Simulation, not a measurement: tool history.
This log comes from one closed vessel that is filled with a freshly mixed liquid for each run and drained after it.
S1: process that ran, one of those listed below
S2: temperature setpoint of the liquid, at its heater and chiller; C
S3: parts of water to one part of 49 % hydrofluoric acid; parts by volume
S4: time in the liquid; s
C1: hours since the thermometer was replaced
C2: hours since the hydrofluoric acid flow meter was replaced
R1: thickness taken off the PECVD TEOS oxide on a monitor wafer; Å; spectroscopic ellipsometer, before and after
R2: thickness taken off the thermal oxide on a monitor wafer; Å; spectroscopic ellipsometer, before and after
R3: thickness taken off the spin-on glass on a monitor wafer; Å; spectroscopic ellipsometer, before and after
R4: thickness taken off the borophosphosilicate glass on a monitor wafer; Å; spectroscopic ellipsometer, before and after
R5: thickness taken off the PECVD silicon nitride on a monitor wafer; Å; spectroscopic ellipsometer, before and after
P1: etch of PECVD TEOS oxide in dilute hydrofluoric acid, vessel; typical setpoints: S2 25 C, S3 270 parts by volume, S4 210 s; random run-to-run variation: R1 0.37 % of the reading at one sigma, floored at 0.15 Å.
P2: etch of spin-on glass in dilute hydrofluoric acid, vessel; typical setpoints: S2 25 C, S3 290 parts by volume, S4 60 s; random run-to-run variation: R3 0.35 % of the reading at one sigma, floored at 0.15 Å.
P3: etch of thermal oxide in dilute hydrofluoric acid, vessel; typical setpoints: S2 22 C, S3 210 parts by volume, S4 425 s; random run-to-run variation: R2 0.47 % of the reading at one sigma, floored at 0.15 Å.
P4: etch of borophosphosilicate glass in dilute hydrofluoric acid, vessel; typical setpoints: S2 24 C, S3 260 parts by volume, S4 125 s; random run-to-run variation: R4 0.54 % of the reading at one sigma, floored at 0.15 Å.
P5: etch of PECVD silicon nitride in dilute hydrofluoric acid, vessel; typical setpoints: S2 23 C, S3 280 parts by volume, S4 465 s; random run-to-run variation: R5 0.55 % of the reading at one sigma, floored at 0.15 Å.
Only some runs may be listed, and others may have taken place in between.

run   hour  S1    S2   S3   S4      C1     C2      R1      R2      R3      R4      R5
  1    7.5  P1    25  270  210   975.7  363.4  61.338
  2   11.1  P3    22  285  425   979.3    367          52.439
  3   17.9  P1    25  270  210   986.1  373.8  61.255
  4   22.6  P3    22  210  425   990.8  378.5          76.234
  5   27.2  P1    18   90  210   995.4  383.1  168.19
  6   33.6  P2  18.5  290   60  1001.8  389.5                  57.164
  7   39.6  P1  29.5  270  210  1007.8  395.5  70.282
  8     43  P1    25  270  210  1011.2  398.9  60.661
  9   50.5  P1    25  450  210  1018.7  406.4  30.425
 10   56.3  P3  17.5  210  425  1024.5  412.2          63.962
 11     61  P4    24  260   30  1029.2  416.9                          33.248
 12   66.3  P4    24  260  125  1034.5  422.2                          137.36
 13     71  P4    20  260  125  1039.2  426.9                          118.45
 14   76.9  P5    23  470  465  1045.1  432.8                                  36.312
 15   80.8  P5  27.5  280  465    1049  436.7                                  78.724
 16   84.9  P1    25  270  210  1053.1  440.8   61.04
 17   88.2  P1  29.5  270  305  1056.4  444.1  102.46
 18   95.2  P5    23  280  130  1063.4  451.1                                  16.637
 19  100.2  P2    25  515   60  1068.4  456.1                   32.69
 20  107.3  P1    25  270  315  1075.5  463.2  91.526
 21    114  P1    20  270  210  1082.2  469.9  50.792
 22  118.1  P2    25  290   60  1086.3    474                   72.32
 23    124  P1    25  165  210  1092.2  479.9  112.23
 24  129.2  P1    25  270  210  1097.4  485.1  61.038
 25  136.9  P2    25  290   60  1105.1  492.8                  72.646
     138.6  -- thermometer replaced
 26  143.1  P2    25  290   90     4.5    499                  108.29
 27  148.2  P4    24  375  125     9.6  504.1                          85.014
 28  154.2  P1    25  270   65    15.6  510.1  18.447
 29  161.9  P5    23  280  465    23.3  517.8                                  60.138
 30  165.6  P3    22  210  425      27  521.5          76.085
 31  172.3  P1    25  270  210    33.7  528.2  61.298
 32  176.5  P3    22  210  670    37.9  532.4          120.47
 33  180.9  P1    25  270  210    42.3  536.8  61.221
 34  184.5  P1    25  270  210    45.9  540.4   62.94
 35    189  P1    25  270  210    50.4  544.9  63.272
 36  193.5  P1    25  270  210    54.9  549.4  63.639
 37  196.8  P1    25  270  210    58.2  552.7  64.188
 38  202.2  P1    25  270  210    63.6  558.1  64.757

Predict the results of run 39:
 39  209.7  P1  25  270  210  71.1  565.6   ?

Run 39 produced R1 65.024 Å.
